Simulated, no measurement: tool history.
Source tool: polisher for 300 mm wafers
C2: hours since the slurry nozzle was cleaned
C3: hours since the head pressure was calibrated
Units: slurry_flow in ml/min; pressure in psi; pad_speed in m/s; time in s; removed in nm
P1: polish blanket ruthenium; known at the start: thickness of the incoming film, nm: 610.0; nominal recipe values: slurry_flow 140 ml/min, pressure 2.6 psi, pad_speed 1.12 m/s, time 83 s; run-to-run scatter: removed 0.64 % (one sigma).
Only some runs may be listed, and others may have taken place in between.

Run 1, day 0.162: slurry_flow 140 ml/min, pressure 2.6 psi, pad_speed 1.12 m/s, time 83 s; wafers polished on this pad 442; C2 129.7; C3 45.2. Result: removed 120.240 nm.
Run 2, day 0.296: slurry_flow 140 ml/min, pressure 2.6 psi, pad_speed 0.56 m/s, time 46 s; wafers polished on this pad 460; C2 132.9; C3 48.4. Result: removed 33.477 nm.
Run 3, day 0.500: slurry_flow 140 ml/min, pressure 2.6 psi, pad_speed 1.12 m/s, time 83 s; wafers polished on this pad 487; C2 137.8; C3 53.3. Result: removed 120.570 nm.
Run 4, day 0.754: slurry_flow 140 ml/min, pressure 2.6 psi, pad_speed 1.12 m/s, time 83 s; wafers polished on this pad 521; C2 143.9; C3 59.4. Result: removed 120.130 nm.
Run 5, day 1.050: slurry_flow 140 ml/min, pressure 2.6 psi, pad_speed 0.50 m/s, time 83 s; wafers polished on this pad 561; C2 151.0; C3 66.5. Result: removed 53.773 nm.
Run 6, day 1.212: slurry_flow 140 ml/min, pressure 2.6 psi, pad_speed 1.12 m/s, time 83 s; wafers polished on this pad 583; C2 154.9; C3 70.4. Result: removed 121.400 nm.
Run 7, day 1.342: slurry_flow 140 ml/min, pressure 2.6 psi, pad_speed 1.12 m/s, time 118 s; wafers polished on this pad 601; C2 158.0; C3 73.5. Result: removed 173.000 nm.
At day 1.558: slurry nozzle cleaned.
Run 8, day 1.592: slurry_flow 140 ml/min, pressure 2.6 psi, pad_speed 1.12 m/s, time 83 s; wafers polished on this pad 635; C2 0.9; C3 79.5. Result: removed 121.400 nm.
Run 9, day 1.817: slurry_flow 95 ml/min, pressure 2.6 psi, pad_speed 1.12 m/s, time 83 s; wafers polished on this pad 665; C2 6.3; C3 84.9. Result: removed 111.770 nm.
Run 10, day 1.967: slurry_flow 140 ml/min, pressure 2.6 psi, pad_speed 1.72 m/s, time 83 s; wafers polished on this pad 685; C2 9.9; C3 88.5. Result: removed 185.570 nm.
Run 11, day 2.204: slurry_flow 140 ml/min, pressure 3.9 psi, pad_speed 1.12 m/s, time 83 s; wafers polished on this pad 717; C2 15.6; C3 94.2. Result: removed 181.290 nm.
Run 12, day 2.388: slurry_flow 140 ml/min, pressure 1.2 psi, pad_speed 1.12 m/s, time 83 s; wafers polished on this pad 742; C2 20.0; C3 98.6. Result: removed 55.922 nm.
Run 13, day 2.562: slurry_flow 140 ml/min, pressure 2.6 psi, pad_speed 1.12 m/s, time 37 s; wafers polished on this pad 766; C2 24.2; C3 102.8. Result: removed 54.028 nm.
Run 14, day 2.842: slurry_flow 215 ml/min, pressure 2.6 psi, pad_speed 1.12 m/s, time 83 s; wafers polished on this pad 803; C2 30.9; C3 109.5. Result: removed 129.210 nm.
Run 15, day 3.000: slurry_flow 140 ml/min, pressure 2.6 psi, pad_speed 1.12 m/s, time 83 s; wafers polished on this pad 825; C2 34.7; C3 113.3. Result: removed 121.220 nm.
Run 16, day 3.279: slurry_flow 140 ml/min, pressure 2.6 psi, pad_speed 1.12 m/s, time 83 s; wafers polished on this pad 862; C2 41.4; C3 120.0. Result: removed 117.230 nm.
Run 17, day 3.429: slurry_flow 140 ml/min, pressure 2.6 psi, pad_speed 1.12 m/s, time 83 s; wafers polished on this pad 883; C2 45.0; C3 123.6. Result: removed 116.130 nm.
Run 18, day 3.692: slurry_flow 140 ml/min, pressure 2.6 psi, pad_speed 1.12 m/s, time 83 s; wafers polished on this pad 918; C2 51.3; C3 129.9. Result: removed 114.210 nm.
Run 19, day 3.975: slurry_flow 140 ml/min, pressure 2.6 psi, pad_speed 1.12 m/s, time 83 s; wafers polished on this pad 956; C2 58.1; C3 136.7. Result: removed 112.700 nm.
Run 20, day 4.117: slurry_flow 140 ml/min, pressure 2.6 psi, pad_speed 1.12 m/s, time 83 s; wafers polished on this pad 976; C2 61.5; C3 140.1. Result: removed 113.170 nm.
At day 4.150: head pressure recalibrated.
Run 21, day 4.246: slurry_flow 140 ml/min, pressure 2.6 psi, pad_speed 1.12 m/s, time 83 s; wafers polished on this pad 993; C2 64.6; C3 2.4. Result: removed 112.810 nm.
Run 22, day 4.400: slurry_flow 140 ml/min, pressure 2.6 psi, pad_speed 1.12 m/s, time 83 s; wafers polished on this pad 1014; C2 68.3; C3 6.1. Result: removed 113.470 nm.
Run 23, day 4.683: slurry_flow 140 ml/min, pressure 2.6 psi, pad_speed 1.12 m/s, time 83 s; wafers polished on this pad 1052; C2 75.1; C3 12.9. Result: removed 112.410 nm.
Run 24, day 4.846: slurry_flow 140 ml/min, pressure 2.6 psi, pad_speed 1.12 m/s, time 83 s; wafers polished on this pad 1074; C2 79.0; C3 16.8. Result: removed 113.630 nm.
Run 25, day 5.133: slurry_flow 140 ml/min, pressure 2.6 psi, pad_speed 1.12 m/s, time 83 s; wafers polished on this pad 1113; C2 85.9; C3 23.7. Result: removed 111.750 nm.

P1 has crept away from where it was. The log is fitted equally well by each of these 2 causes, at the sizes shown:
A: slurry flow missing at the pad, % = 29
B: removal rate lost through wear of the pad, % = 7.13
The creep began at about day 3.000.
All other causes, with the reason each is excluded:
head's pressure below its setpoint, %: its service at day 4.150 followed the start of the drift and did not put the process back to its old value

Below are 4 check runs, each averaged over 5 wafers, with their results shown as question marks. Which of them would give clearly different results depending on which cause is behind the drift?
Run check 1, day 5.421: slurry_flow 140 ml/min, pressure 3.2 psi, pad_speed 0.50 m/s, time 83 s. Result: removed ?.
Run check 2, day 5.421: slurry_flow 140 ml/min, pressure 3.4 psi, pad_speed 0.52 m/s, time 83 s. Result: removed ?.
Run check 3, day 5.421: slurry_flow 210 ml/min, pressure 2.6 psi, pad_speed 1.12 m/s, time 107 s. Result: removed ?.
Run check 4, day 5.421: slurry_flow 140 ml/min, pressure 1.3 psi, pad_speed 1.72 m/s, time 83 s. Result: removed ?.

Check results expected under each cause:
  check   result     if A     if B
check 1  removed   61.850   61.839
check 2  removed   68.345   68.332
check 3  removed  158.000  154.380
check 4  removed   86.436   86.420
How far apart the two closest causes lie, in the result that separates them most: check 1 0.02 %; check 2 0.02 %; check 3 2.31 %; check 4 0.02 %
Only in check 3 would the causes give clearly different results; in the remaining checks their results would be nearly the same.

Check 3 was then run and gave: removed 154.920 nm. Which cause is it?

It is B: removal rate lost through wear of the pad, %.
